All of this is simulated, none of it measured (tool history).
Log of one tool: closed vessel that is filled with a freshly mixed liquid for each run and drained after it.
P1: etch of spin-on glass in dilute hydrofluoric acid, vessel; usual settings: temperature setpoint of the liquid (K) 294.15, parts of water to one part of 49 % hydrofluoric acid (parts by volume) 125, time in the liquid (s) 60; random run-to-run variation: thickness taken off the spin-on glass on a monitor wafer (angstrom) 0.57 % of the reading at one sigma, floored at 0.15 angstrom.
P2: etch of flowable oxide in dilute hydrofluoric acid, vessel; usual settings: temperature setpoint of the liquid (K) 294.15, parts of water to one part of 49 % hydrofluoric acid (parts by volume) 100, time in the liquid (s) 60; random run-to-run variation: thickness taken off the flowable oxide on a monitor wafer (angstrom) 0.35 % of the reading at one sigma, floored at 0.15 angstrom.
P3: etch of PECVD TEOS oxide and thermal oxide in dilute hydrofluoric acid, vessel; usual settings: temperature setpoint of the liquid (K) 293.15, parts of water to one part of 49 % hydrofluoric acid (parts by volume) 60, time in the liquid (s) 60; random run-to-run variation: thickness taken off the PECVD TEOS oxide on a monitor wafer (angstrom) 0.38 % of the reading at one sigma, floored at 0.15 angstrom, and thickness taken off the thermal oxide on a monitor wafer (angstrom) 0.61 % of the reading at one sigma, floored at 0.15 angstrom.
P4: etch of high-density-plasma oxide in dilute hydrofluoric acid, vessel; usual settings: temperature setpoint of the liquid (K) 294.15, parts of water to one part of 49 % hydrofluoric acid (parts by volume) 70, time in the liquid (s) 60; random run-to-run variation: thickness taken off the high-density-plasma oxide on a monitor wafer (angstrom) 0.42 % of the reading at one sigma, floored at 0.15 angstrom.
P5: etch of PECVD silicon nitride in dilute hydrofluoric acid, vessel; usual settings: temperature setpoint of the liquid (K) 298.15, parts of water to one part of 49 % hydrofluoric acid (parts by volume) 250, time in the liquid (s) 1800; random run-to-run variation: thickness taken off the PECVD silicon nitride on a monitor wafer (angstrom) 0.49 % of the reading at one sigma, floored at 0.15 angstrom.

run	hour	process that ran	temperature setpoint of the liquid (K)	parts of water to one part of 49 % hydrofluoric acid (parts by volume)	time in the liquid (s)	hours since the thermometer was replaced	hours since the hydrofluoric acid flow meter was replaced	thickness taken off the spin-on glass on a monitor wafer (angstrom)	thickness taken off the high-density-plasma oxide on a monitor wafer (angstrom)	thickness taken off the flowable oxide on a monitor wafer (angstrom)	thickness taken off the PECVD silicon nitride on a monitor wafer (angstrom)	thickness taken off the PECVD TEOS oxide on a monitor wafer (angstrom)	thickness taken off the thermal oxide on a monitor wafer (angstrom)
1	7.4	P1	294.15	125	60	250.6	806.2	293.8					
2	13.8	P4	294.15	20	60	257	812.6		322.3				
3	21.8	P1	294.15	125	105	265	820.6	511.6					
4	32.5	P1	299.15	125	60	275.7	831.3	357.72					
5	44.3	P2	294.15	100	60	287.5	843.1			158.38			
6	54.2	P1	294.15	30	60	297.4	853	1365.7					
7	64.4	P5	298.15	250	1800	307.6	863.2				233.85		
8	73.2	P5	298.15	250	1000	316.4	872				129.02		
9	82.8	P3	293.15	20	60	326	881.6					319.46	133.27
10	94.3	P3	293.15	60	30	337.5	893.1					50.824	21.336
11	106.5	P1	294.15	180	60	349.7	905.3	193.01					
12	115	P1	294.15	125	60	358.2	913.8	291.38					
13	123.9	P2	301.15	100	60	367.1	922.7			205.34			
14	131.4	P5	304.65	250	1800	374.6	930.2				343.2		
15	140.5	P5	298.15	380	1800	383.7	939.3				154.89		
16	149.8	P4	294.15	70	30	393	948.6		43.148				
17	161.2	P3	290.15	60	60	404.4	960					88.623	36.987
18	169.7	P3	293.15	60	60	412.9	968.5					101.49	42.085
19	179.4	P3	293.15	60	60	422.6	978.2					101.4	42.381
20	185.7	P2	294.15	150	60	428.9	984.5			99.537			
21	193.8	P4	300.65	70	60	437	992.6		112.42				
22	201	P2	294.15	100	100	444.2	999.8			263.04			
23	209.5	P1	290.15	125	30	452.7	1008.3	124.29					
24	217.4	P1	294.15	125	30	460.6	1016.2	147.52					
25	226.8	P4	294.15	70	60	470	1025.6		86.556				
26	235.9	P1	290.15	125	60	479.1	1034.7	246.64					
27	244.7	P1	298.15	75	60	487.9	1043.5	600.99					
28	257	P1	294.15	125	60	500.2	1055.8	292.2					
29	268.6	P1	294.15	125	60	511.8	1067.4	290.78					
30	274.4	P4	294.15	70	60	517.6	1073.2		85.881				
31	285.6	P1	294.15	125	60	528.8	1084.4	293.55					
32	294.9	P1	294.15	125	60	538.1	1093.7	303.46					
33	302.9	P1	294.15	125	60	546.1	1101.7	307					
34	313.5	P1	294.15	125	60	556.7	1112.3	310.95					
35	322.1	P1	294.15	125	60	565.3	1120.9	317.65					
36	331.7	P1	294.15	125	60	574.9	1130.5	310.91					

Run 37 has not been measured yet. What should we expect?
37	337.5	P1	294.15	125	60	580.7	1136.3	?					

{"run 37": {"thickness taken off the spin-on glass on a monitor wafer (angstrom)": 312.09}}
